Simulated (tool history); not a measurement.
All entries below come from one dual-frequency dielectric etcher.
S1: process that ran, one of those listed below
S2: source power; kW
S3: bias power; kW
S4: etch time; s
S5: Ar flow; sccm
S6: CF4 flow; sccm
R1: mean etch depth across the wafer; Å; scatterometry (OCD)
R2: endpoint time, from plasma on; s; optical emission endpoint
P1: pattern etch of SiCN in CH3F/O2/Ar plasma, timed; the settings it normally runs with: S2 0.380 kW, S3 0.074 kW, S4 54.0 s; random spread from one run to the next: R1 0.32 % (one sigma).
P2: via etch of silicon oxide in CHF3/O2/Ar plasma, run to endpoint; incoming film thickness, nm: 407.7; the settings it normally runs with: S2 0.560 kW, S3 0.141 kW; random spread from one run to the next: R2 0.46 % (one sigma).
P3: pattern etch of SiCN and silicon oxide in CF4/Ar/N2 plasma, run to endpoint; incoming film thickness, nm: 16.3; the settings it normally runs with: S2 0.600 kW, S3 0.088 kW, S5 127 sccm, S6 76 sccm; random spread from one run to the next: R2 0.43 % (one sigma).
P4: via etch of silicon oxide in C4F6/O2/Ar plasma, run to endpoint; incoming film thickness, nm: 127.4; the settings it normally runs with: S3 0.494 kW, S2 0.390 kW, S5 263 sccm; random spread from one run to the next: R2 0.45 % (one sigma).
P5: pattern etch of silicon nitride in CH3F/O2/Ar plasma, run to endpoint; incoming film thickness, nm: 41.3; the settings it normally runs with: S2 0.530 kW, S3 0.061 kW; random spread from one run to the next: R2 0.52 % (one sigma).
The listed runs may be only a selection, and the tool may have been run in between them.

run	hour	S1	S2	S3	S4	S5	S6	R1	R2
1	6.7	P1	0.380	0.074	54.0			202.02	
2	12.2	P1	0.380	0.099	54.0			224.59	
3	17.5	P4	0.390	0.494		263			28.567
4	23.4	P1	0.490	0.074	54.0			221.31	
5	30.3	P5	0.310	0.061					70.157
6	35.1	P2	0.330	0.141					289.100
7	42.1	P1	0.310	0.074	77.5			268.68	
8	46.2	P2	0.560	0.109					253.090
9	50.3	P1	0.380	0.074	29.5			110.16	
10	59.2	P1	0.380	0.049	54.0			174.83	
11	68.0	P3	0.600	0.088		96	76		13.250
12	74.0	P3	0.350	0.088		127	76		22.113
13	80.7	P3	0.600	0.088		127	76		13.813
14	85.1	P1	0.380	0.074	73.5			274.10	
15	89.7	P4	0.390	0.494		185			27.585
16	98.9	P1	0.230	0.074	54.0			167.38	
17	103.4	P2	0.560	0.141					234.030
18	110.0	P1	0.380	0.074	54.0			201.15	

What will run 19 give?
19	115.5	P5	0.530	0.061					?

{"run 19": {"R2": 55.913}}
